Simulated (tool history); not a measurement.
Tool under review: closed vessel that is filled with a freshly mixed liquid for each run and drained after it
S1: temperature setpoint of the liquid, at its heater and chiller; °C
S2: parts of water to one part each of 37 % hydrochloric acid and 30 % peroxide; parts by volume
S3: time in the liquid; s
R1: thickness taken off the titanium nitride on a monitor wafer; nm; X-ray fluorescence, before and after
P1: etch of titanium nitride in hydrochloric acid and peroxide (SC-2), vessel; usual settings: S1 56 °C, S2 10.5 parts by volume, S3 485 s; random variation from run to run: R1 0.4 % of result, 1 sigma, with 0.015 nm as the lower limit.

run	hour	S1	S2	S3	R1
1	4.1	56	10.5	485	21.64
2	7.1	56	10.5	960	42.89
3	11.4	56	10.5	485	21.636
# hour 14.7: new drum of peroxide connected
4	16.3	56	4	485	45.384
5	19	40	10.5	485	7.3419
6	22	56	10.5	485	21.6
7	24.4	56	10.5	485	21.561
8	26.7	56	10.5	485	21.598
9	30.2	43.5	10.5	860	16.619
10	32.6	56	10.5	485	21.608
11	36.3	71.5	10.5	485	56.009
# hour 38.5: chemicals flow meter replaced
12	40.1	56	15.5	485	15.476
13	43.2	56	10.5	40	1.7995
14	45.8	56	10.5	485	21.665
15	49.9	56	10.5	485	22.768
16	54.2	56	10.5	485	23.396
17	57.2	56	10.5	485	23.491
18	61	56	10.5	485	23.6
19	65.4	56	10.5	485	23.725
20	69.8	56	10.5	485	23.939

P1 no longer gives what it gave before; its output has crept away from where it was. The following 2 causes, each at its listed size, fit the log equally well:
A: chemicals flow above the setpoint (%) = 11.7
B: liquid hotter than its thermometer reads (K) = 1.45
The process output started creeping at around hour 45.8.
Each remaining cause and why it is not a fit:
peroxide weaker than its label (%): limited to 8, which would change R1 by -7.4 %, either short of the creep or opposite in sign

Consider the 4 check runs below, whose results appear as question marks and each of which averages 2 wafers. Which one distinguishes the causes, in that each cause would give it a clearly different result?
check 1	74.2	70	10.5	875	?
check 2	74.2	69.5	10.5	710	?
check 3	74.2	63	10.5	130	?
check 4	74.2	43	4	485	?

If the cause were each of the candidates in turn, the checks would give the following:
check	result	if A	if B
check 1	R1	101.57	100.89
check 2	R1	80.015	79.497
check 3	R1	9.8903	9.8592
check 4	R1	20.33	20.91
Per check, the gap between the least separated pair of causes, taken in the result that splits them most: check 1 0.67 %; check 2 0.65 %; check 3 0.32 %; check 4 2.82 %
Check 4 is the one run that separates the causes; every other check would come out nearly the same whichever cause is at work.

Check 4 was carried out, with these results: R1 20.331 nm. Which of the listed causes is responsible?

Of the candidate causes, it is A: chemicals flow above the setpoint (%).
